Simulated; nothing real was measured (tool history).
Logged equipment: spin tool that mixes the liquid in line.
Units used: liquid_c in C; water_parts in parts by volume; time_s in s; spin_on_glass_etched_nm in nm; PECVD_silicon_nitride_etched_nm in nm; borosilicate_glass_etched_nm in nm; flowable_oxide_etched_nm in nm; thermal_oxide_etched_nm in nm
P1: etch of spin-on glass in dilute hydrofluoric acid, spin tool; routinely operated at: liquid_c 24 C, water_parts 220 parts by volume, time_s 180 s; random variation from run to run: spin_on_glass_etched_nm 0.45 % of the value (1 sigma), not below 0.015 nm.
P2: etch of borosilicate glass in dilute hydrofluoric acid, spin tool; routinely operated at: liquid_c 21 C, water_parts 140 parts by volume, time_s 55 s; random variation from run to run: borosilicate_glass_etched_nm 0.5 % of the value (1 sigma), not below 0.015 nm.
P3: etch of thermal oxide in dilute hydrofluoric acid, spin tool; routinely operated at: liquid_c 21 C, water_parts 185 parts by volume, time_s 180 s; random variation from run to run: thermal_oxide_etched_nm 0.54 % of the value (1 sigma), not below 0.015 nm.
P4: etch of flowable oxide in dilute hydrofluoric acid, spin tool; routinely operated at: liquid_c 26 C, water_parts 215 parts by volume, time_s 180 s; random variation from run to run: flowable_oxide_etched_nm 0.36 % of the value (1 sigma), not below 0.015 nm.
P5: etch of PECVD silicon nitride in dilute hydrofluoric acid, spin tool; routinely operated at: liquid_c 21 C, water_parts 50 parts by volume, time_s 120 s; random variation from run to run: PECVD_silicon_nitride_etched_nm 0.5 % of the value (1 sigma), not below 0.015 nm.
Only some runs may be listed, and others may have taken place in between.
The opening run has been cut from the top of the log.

run     day  process  liquid_c  water_parts  time_s  spin_on_glass_etched_nm  PECVD_silicon_nitride_etched_nm  borosilicate_glass_etched_nm  flowable_oxide_etched_nm  thermal_oxide_etched_nm
  2   0.958       P5        21           25     120                                                    17.652
  3     1.4       P1        24          220     180                    28.46
  4   1.962       P1        24           65     180                   116.18
  5   2.342       P2        21           35      55                                                                                   49.93
  6   2.633       P1        28          220     180                    33.04
  7   3.138       P1        24          220     180                   28.364
      3.304  -- hydrofluoric acid flow meter replaced
  8   3.667       P1        24          220     290                   46.327
  9   4.025       P1        29          390     180                   16.176
 10   4.333       P4        26          215     180                                                                                                            37.317
 11   4.733       P3        27          185     180                                                                                                                                     4.8534
 12   5.117       P2        21          140      55                                                                                  11.028
 13   5.554       P4        26          215     180                                                                                                             37.65
 14     6.1       P3        21          280     180                                                                                                                                     2.3233
 15     6.5       P5        21           50     200                                                     14.86
 16   6.996       P2        21          140      15                                                                                  2.9969
 17   7.504       P1        24          345     180                   16.053
 18   7.958       P5        21           50     120                                                    8.9401
 19   8.342       P4        26          365     180                                                                                                            18.954
 20    8.65       P3        21          185     180                                                                                                                                     3.9004
 21   9.029       P1      27.5           90     180                   94.313
 22   9.354       P1      31.5          135     180                   67.888
 23   9.671       P4      18.5          215     180                                                                                                            28.353
 24   10.15       P2        21          140      55                                                                                  11.041
 25  10.725       P1        20          220     180                   24.562
 26  11.238       P1        24          220     180                   28.635

Run 27 is up next; what results do you expect?
 27  11.675       P2        29          140      55                                                                                       ?

Run 27 yielded borosilicate_glass_etched_nm 14.879 nm.

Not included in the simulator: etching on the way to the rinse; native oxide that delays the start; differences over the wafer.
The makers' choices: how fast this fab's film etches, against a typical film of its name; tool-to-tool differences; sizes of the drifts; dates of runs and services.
